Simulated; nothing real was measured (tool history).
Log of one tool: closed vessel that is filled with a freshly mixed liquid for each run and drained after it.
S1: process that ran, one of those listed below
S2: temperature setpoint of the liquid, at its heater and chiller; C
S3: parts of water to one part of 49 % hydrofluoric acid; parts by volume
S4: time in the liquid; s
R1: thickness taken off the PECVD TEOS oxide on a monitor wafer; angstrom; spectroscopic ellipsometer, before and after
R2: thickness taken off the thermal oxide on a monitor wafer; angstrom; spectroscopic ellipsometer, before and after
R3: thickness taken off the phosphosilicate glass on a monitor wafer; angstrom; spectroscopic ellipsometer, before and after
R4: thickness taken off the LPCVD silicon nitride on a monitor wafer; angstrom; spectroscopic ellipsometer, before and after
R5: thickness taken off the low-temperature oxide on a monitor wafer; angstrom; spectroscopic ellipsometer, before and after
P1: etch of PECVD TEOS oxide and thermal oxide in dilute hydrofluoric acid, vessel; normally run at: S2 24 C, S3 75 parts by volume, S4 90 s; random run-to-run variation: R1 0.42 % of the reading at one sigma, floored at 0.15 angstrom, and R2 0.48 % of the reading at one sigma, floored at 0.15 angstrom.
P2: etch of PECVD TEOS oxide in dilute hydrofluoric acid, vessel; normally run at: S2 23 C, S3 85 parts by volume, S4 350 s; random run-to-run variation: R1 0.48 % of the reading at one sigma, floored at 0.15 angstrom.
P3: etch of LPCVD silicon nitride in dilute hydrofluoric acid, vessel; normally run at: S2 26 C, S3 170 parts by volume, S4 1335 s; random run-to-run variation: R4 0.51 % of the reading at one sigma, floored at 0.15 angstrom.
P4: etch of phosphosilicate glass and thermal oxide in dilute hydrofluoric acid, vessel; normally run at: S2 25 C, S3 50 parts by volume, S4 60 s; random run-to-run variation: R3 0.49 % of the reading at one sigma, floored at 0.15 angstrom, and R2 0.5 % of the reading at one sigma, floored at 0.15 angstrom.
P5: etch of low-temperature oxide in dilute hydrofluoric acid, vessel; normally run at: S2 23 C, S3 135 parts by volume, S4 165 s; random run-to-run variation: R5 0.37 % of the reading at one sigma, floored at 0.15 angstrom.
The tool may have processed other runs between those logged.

{"run": 1, "day": 0.333, "S1": "P1", "S2": 24, "S3": 75, "S4": 90, "R1": 166.14, "R2": 62.98}
{"run": 2, "day": 0.762, "S1": "P4", "S2": 25, "S3": 75, "S4": 60, "R2": 41.34, "R3": 1131.3}
{"run": 3, "day": 1.008, "S1": "P3", "S2": 26, "S3": 170, "S4": 1335, "R4": 40.821}
{"run": 4, "day": 1.25, "S1": "P2", "S2": 19, "S3": 85, "S4": 350, "R1": 462.89}
{"run": 5, "day": 1.488, "S1": "P1", "S2": 24, "S3": 120, "S4": 90, "R1": 99.189, "R2": 36.803}
{"run": 6, "day": 1.825, "S1": "P4", "S2": 25, "S3": 50, "S4": 115, "R2": 123.84, "R3": 3360}
{"run": 7, "day": 2.129, "S1": "P1", "S2": 28, "S3": 75, "S4": 90, "R1": 196.46, "R2": 72.673}
{"run": 8, "day": 2.583, "S1": "P5", "S2": 23, "S3": 135, "S4": 165, "R5": 256.26}
{"run": 9, "day": 2.975, "S1": "P1", "S2": 24, "S3": 75, "S4": 165, "R1": 305.28, "R2": 114.71}
{"run": 10, "day": 3.354, "S1": "P5", "S2": 23, "S3": 235, "S4": 165, "R5": 131.87}
{"run": 11, "day": 3.821, "S1": "P4", "S2": 25, "S3": 50, "S4": 60, "R2": 63.767, "R3": 1752.3}
{"run": 12, "day": 4.162, "S1": "P2", "S2": 23, "S3": 85, "S4": 350, "R1": 547.8}
{"run": 13, "day": 4.638, "S1": "P4", "S2": 25, "S3": 50, "S4": 60, "R2": 63.743, "R3": 1747}
{"run": 14, "day": 5.008, "S1": "P2", "S2": 23, "S3": 30, "S4": 350, "R1": 1659.6}
{"run": 15, "day": 5.25, "S1": "P1", "S2": 19.5, "S3": 75, "S4": 170, "R1": 261.9, "R2": 98.102}
{"run": 16, "day": 5.617, "S1": "P4", "S2": 30.5, "S3": 50, "S4": 60, "R2": 80.381, "R3": 2154.6}
{"day": 5.754, "done": "hydrofluoric acid flow meter replaced"}
{"run": 17, "day": 5.917, "S1": "P2", "S2": 23, "S3": 85, "S4": 60, "R1": 92.806}
{"run": 18, "day": 6.358, "S1": "P3", "S2": 26, "S3": 235, "S4": 1335, "R4": 29.394}
{"run": 19, "day": 6.675, "S1": "P1", "S2": 29, "S3": 75, "S4": 140, "R1": 317.36, "R2": 119.02}
{"run": 20, "day": 6.917, "S1": "P1", "S2": 24, "S3": 75, "S4": 45, "R1": 84.071, "R2": 31.145}
{"run": 21, "day": 7.212, "S1": "P3", "S2": 31.5, "S3": 170, "S4": 1335, "R4": 56.963}
{"run": 22, "day": 7.554, "S1": "P2", "S2": 23, "S3": 85, "S4": 350, "R1": 542.61}
{"run": 23, "day": 7.958, "S1": "P1", "S2": 17, "S3": 75, "S4": 90, "R1": 126.04, "R2": 46.712}
{"run": 24, "day": 8.167, "S1": "P1", "S2": 24, "S3": 75, "S4": 90, "R1": 165.55, "R2": 62.229}
{"run": 25, "day": 8.575, "S1": "P1", "S2": 24, "S3": 30, "S4": 90, "R1": 443.48, "R2": 165.65}
{"run": 26, "day": 9.004, "S1": "P3", "S2": 26, "S3": 170, "S4": 2030, "R4": 61.476}
{"run": 27, "day": 9.296, "S1": "P1", "S2": 24, "S3": 75, "S4": 90, "R1": 166.01, "R2": 62.806}
{"run": 28, "day": 9.521, "S1": "P5", "S2": 23, "S3": 135, "S4": 70, "R5": 108.8}
{"run": 29, "day": 9.729, "S1": "P1", "S2": 24, "S3": 75, "S4": 90, "R1": 166.84, "R2": 62.729}
{"run": 30, "day": 9.95, "S1": "P5", "S2": 28, "S3": 135, "S4": 165, "R5": 308.36}
{"run": 31, "day": 10.346, "S1": "P1", "S2": 24, "S3": 75, "S4": 90, "R1": 167.55, "R2": 62.108}
{"run": 32, "day": 10.8, "S1": "P1", "S2": 24, "S3": 75, "S4": 90, "R1": 167.17, "R2": 62.764}
{"run": 33, "day": 11.225, "S1": "P1", "S2": 24, "S3": 75, "S4": 90, "R1": 171.54, "R2": 63.707}
{"run": 34, "day": 11.504, "S1": "P1", "S2": 24, "S3": 75, "S4": 90, "R1": 173.26, "R2": 64.387}
{"run": 35, "day": 11.929, "S1": "P1", "S2": 24, "S3": 75, "S4": 90, "R1": 173.8, "R2": 65.263}
{"run": 36, "day": 12.258, "S1": "P1", "S2": 24, "S3": 75, "S4": 90, "R1": 176.76, "R2": 65.302}
{"run": 37, "day": 12.538, "S1": "P1", "S2": 24, "S3": 75, "S4": 90, "R1": 175.68, "R2": 65.642}
{"run": 38, "day": 12.838, "S1": "P1", "S2": 24, "S3": 75, "S4": 90, "R1": 176.81, "R2": 65.161}
{"run": 39, "day": 13.254, "S1": "P1", "S2": 24, "S3": 75, "S4": 90, "R1": 175.64, "R2": 65.475}
{"run": 40, "day": 13.725, "S1": "P1", "S2": 24, "S3": 75, "S4": 90, "R1": 176.67, "R2": 66.635}

P1 has crept away from where it was. The log is fitted equally well by each of these 2 causes, at the sizes shown:
A: hydrofluoric acid flow above the setpoint (%) = 5.33
B: liquid hotter than its thermometer reads (K) = 1.42
The gradual shift began around day 10.8.

The list below offers 4 check runs, each averaging the results of 2 wafers, and shows each result as a question mark. For which of them would the listed causes give clearly different results?
{"run": "check 1", "day": 14.196, "S1": "P5", "S2": 23, "S3": 135, "S4": 165, "R5": "?"}
{"run": "check 2", "day": 14.196, "S1": "P3", "S2": 26, "S3": 170, "S4": 1335, "R4": "?"}
{"run": "check 3", "day": 14.196, "S1": "P4", "S2": 25, "S3": 50, "S4": 60, "R2": "?", "R3": "?"}
{"run": "check 4", "day": 14.196, "S1": "P2", "S2": 23, "S3": 85, "S4": 350, "R1": "?"}

How each check would come out, cause by cause:
check=check_1 result=R5 if_A=271.63 if_B=270.35
check=check_2 result=R4 if_A=42.713 if_B=44.316
check=check_3 result=R2 if_A=67.724 if_B=67.879
check=check_3 result=R3 if_A=1840.5 if_B=1844.7
check=check_4 result=R1 if_A=575.3 if_B=575.2
Gap, in per cent, between the two causes that each check separates least, read from the result that separates them most: check 1 0.47 %; check 2 3.69 %; check 3 0.23 %; check 4 0.02 %
Check 2 tells the causes apart: in the others they would give nearly the same result.

Check 2 has now been run. It gave: R4 44.005 angstrom. Which of the candidate causes is it?

The cause is B: liquid hotter than its thermometer reads (K).
